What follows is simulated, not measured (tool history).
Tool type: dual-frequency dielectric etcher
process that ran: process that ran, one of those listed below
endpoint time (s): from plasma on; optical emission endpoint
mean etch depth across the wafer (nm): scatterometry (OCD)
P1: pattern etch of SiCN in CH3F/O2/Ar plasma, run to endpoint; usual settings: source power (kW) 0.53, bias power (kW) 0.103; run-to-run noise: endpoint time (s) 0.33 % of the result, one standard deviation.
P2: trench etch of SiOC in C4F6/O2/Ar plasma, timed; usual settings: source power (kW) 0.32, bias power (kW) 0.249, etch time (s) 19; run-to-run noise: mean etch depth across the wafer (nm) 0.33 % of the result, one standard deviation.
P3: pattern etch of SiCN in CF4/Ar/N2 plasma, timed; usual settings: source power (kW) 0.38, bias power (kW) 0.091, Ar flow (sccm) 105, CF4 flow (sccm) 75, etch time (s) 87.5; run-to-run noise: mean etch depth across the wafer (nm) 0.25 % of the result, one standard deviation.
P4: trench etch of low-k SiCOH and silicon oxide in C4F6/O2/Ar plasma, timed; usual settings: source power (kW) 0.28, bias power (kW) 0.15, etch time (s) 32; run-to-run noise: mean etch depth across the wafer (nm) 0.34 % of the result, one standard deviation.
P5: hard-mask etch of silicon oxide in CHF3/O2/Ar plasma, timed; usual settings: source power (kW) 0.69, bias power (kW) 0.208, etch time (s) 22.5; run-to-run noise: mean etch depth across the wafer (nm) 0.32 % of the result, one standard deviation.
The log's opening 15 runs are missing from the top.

run,hour,process that ran,source power (kW),bias power (kW),Ar flow (sccm),CF4 flow (sccm),etch time (s),endpoint time (s),mean etch depth across the wafer (nm)
16,140.5,P3,0.38,0.091,105,75,87.5,,70.917
17,147.6,P3,0.38,0.091,105,75,65.5,,53.034
18,153.2,P1,0.61,0.123,,,,16.893,
19,162.6,P2,0.23,0.249,,,19,,35.487
20,173.1,P2,0.32,0.249,,,26,,55.161
21,183.3,P4,0.28,0.213,,,32,,93.77
22,195.2,P2,0.32,0.249,,,19,,40.238
23,205.6,P5,0.69,0.208,,,12.5,,27.429
24,213.9,P5,0.43,0.208,,,22.5,,41.051
25,223.9,P5,0.69,0.208,,,22.5,,49.448
26,229.6,P4,0.38,0.15,,,32,,94.596
27,240.1,P4,0.28,0.15,,,32,,83.796
28,249.7,P1,0.53,0.103,,,,18.982,
29,261.8,P1,0.34,0.132,,,,20.347,
# hour 264.9: source power generator calibrated
30,268.3,P1,0.65,0.062,,,,21.015,
31,278.1,P3,0.38,0.091,105,75,87.5,,70.851
32,286.1,P1,0.53,0.103,,,,19.002,
33,295.6,P4,0.28,0.15,,,41.5,,108.39
34,305.2,P1,0.53,0.103,,,,19.083,
35,313.6,P1,0.53,0.103,,,,19.029,
36,321.4,P1,0.53,0.103,,,,19.003,
37,331.9,P1,0.53,0.103,,,,18.742,

Estimate the outcome of run 38 from the log above:
38,344.2,P1,0.53,0.103,,,,?,

Logged for run 38: endpoint time (s) 18.656.
